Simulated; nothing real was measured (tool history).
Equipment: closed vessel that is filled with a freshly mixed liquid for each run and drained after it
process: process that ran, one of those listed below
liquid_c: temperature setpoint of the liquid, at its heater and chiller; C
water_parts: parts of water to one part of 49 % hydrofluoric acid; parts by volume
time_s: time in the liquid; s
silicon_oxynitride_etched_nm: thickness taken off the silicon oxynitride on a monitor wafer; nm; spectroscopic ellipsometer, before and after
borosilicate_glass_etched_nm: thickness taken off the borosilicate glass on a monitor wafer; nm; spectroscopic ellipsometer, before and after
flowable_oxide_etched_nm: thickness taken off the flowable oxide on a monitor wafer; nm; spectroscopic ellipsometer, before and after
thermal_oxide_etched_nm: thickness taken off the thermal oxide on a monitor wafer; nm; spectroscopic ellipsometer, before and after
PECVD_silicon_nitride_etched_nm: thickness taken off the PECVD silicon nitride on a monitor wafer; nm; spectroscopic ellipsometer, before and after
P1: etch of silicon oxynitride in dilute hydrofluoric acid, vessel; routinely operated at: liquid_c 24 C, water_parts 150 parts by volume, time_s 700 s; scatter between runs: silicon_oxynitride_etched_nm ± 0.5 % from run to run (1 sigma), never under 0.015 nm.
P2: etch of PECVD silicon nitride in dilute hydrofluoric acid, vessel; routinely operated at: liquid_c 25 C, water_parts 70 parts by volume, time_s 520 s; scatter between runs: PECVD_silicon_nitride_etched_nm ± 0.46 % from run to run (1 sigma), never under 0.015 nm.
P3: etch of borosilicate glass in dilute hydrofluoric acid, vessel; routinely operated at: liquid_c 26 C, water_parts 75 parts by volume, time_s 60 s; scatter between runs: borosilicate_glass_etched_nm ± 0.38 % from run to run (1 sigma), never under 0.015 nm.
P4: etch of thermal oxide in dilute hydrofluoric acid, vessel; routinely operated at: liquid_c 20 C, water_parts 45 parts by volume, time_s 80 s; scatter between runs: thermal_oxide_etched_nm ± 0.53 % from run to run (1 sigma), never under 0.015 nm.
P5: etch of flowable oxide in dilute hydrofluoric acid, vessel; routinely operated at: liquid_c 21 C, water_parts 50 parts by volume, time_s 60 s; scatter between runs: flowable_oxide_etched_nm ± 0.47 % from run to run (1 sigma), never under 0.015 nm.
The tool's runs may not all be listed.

| run | hour | process | liquid_c | water_parts | time_s | silicon_oxynitride_etched_nm | borosilicate_glass_etched_nm | flowable_oxide_etched_nm | thermal_oxide_etched_nm | PECVD_silicon_nitride_etched_nm |
|---|---|---|---|---|---|---|---|---|---|---|
| 1 | 11.7 | P1 | 24 | 150 | 700 | 6.5409 |  |  |  |  |
| 2 | 24.7 | P3 | 26 | 20 | 60 |  | 169.14 |  |  |  |
| 3 | 36 | P5 | 21 | 50 | 85 |  |  | 75.202 |  |  |
| 4 | 49.3 | P1 | 17 | 150 | 310 | 2.048 |  |  |  |  |
| 5 | 61.2 | P1 | 24 | 150 | 700 | 6.4931 |  |  |  |  |
| 6 | 70.8 | P1 | 24 | 40 | 700 | 26.701 |  |  |  |  |
| 7 | 87.8 | P4 | 20 | 45 | 80 |  |  |  | 7.7263 |  |
| 8 | 96.1 | P5 | 21 | 50 | 60 |  |  | 53.074 |  |  |
| 9 | 106.9 | P1 | 32 | 150 | 700 | 9.262 |  |  |  |  |
| 10 | 117.2 | P4 | 20 | 45 | 120 |  |  |  | 11.501 |  |
| 11 | 127.4 | P4 | 20 | 20 | 80 |  |  |  | 17.957 |  |
| 12 | 137.5 | P5 | 21 | 20 | 60 |  |  | 138.37 |  |  |
| 13 | 154.3 | P1 | 17 | 150 | 700 | 4.5843 |  |  |  |  |
| 14 | 161.8 | P1 | 24 | 150 | 700 | 6.4707 |  |  |  |  |
| 15 | 178.5 | P1 | 24 | 150 | 700 | 6.4656 |  |  |  |  |
| 16 | 191.3 | P3 | 26 | 75 | 60 |  | 41.64 |  |  |  |
| 17 | 206 | P1 | 24 | 225 | 185 | 1.0844 |  |  |  |  |
| 18 | 218.9 | P1 | 24 | 150 | 1035 | 9.6632 |  |  |  |  |
| 19 | 227.2 | P3 | 26 | 75 | 110 |  | 76.139 |  |  |  |
| 20 | 243.9 | P5 | 17 | 50 | 60 |  |  | 44.62 |  |  |
| 21 | 255 | P2 | 19 | 70 | 520 |  |  |  |  | 11.091 |
| 22 | 265.1 | P1 | 24 | 150 | 700 | 6.4742 |  |  |  |  |
| 23 | 272.7 | P2 | 25 | 110 | 520 |  |  |  |  | 10.695 |
| 24 | 284.6 | P1 | 24 | 150 | 700 | 6.4278 |  |  |  |  |
| 25 | 295.8 | P2 | 25 | 70 | 520 |  |  |  |  | 16.709 |
| 26 | 303.8 | P4 | 17 | 45 | 80 |  |  |  | 6.7934 |  |
| 27 | 313.6 | P3 | 21.5 | 75 | 60 |  | 34.927 |  |  |  |
| 28 | 328.4 | P3 | 26 | 75 | 60 |  | 41.642 |  |  |  |
| 29 | 339.4 | P2 | 25 | 70 | 970 |  |  |  |  | 30.866 |
| 30 | 354.2 | P1 | 24 | 150 | 265 | 2.4108 |  |  |  |  |
| 31 | 368.1 | P1 | 24 | 230 | 700 | 3.9691 |  |  |  |  |
| 32 | 381.9 | P4 | 20 | 45 | 80 |  |  |  | 7.7204 |  |
| 33 | 392.4 | P1 | 24 | 235 | 1115 | 6.1866 |  |  |  |  |
| 34 | 401.3 | P1 | 24 | 150 | 700 | 6.485 |  |  |  |  |
| 35 | 417.9 | P1 | 24 | 150 | 700 | 6.2082 |  |  |  |  |
| 36 | 425.5 | P1 | 24 | 150 | 700 | 6.1906 |  |  |  |  |
| 37 | 439.9 | P1 | 24 | 150 | 700 | 6.1159 |  |  |  |  |
| 38 | 454.4 | P1 | 24 | 150 | 700 | 6.1029 |  |  |  |  |
| 39 | 466.9 | P1 | 24 | 150 | 700 | 6.0068 |  |  |  |  |
| 40 | 477.2 | P1 | 24 | 150 | 700 | 5.9902 |  |  |  |  |
| 41 | 487.1 | P1 | 24 | 150 | 700 | 6.0457 |  |  |  |  |

Something has made what P1 gives creep away from where it was; the 2 causes below, each at its own stated size, fit the log equally well:
A: liquid colder than its thermometer reads (K) = 1.53
B: hydrofluoric acid flow below the setpoint (%) = 6.11
The drift started at roughly hour 401.3.

Each of the 4 check runs below uses one wafer; its results are left as question marks. Which run tells the causes apart?
| check 1 | 497 | P4 | 20 | 45 | 80 |  |  |  | ? |  |
| check 2 | 497 | P3 | 26 | 75 | 60 |  | ? |  |  |  |
| check 3 | 497 | P5 | 21 | 50 | 60 |  |  | ? |  |  |
| check 4 | 497 | P2 | 25 | 70 | 520 |  |  |  |  | ? |

Predicted outcomes, by check and by cause:
| check | result | if A | if B |
|---|---|---|---|
| check 1 | thermal_oxide_etched_nm | 7.22 | 7.2127 |
| check 2 | borosilicate_glass_etched_nm | 39.288 | 38.958 |
| check 3 | flowable_oxide_etched_nm | 49.592 | 49.487 |
| check 4 | PECVD_silicon_nitride_etched_nm | 15.076 | 15.688 |
Per-check spread between the two closest causes, in the result where they differ most: check 1 0.1 %; check 2 0.84 %; check 3 0.21 %; check 4 3.98 %
The causes can be told apart only by check 4. The other checks would give nearly the same results under each of them.

Here is what check 4 returned: PECVD_silicon_nitride_etched_nm 15.13 nm. Which cause is it?

The correct cause is A, namely: liquid colder than its thermometer reads (K).
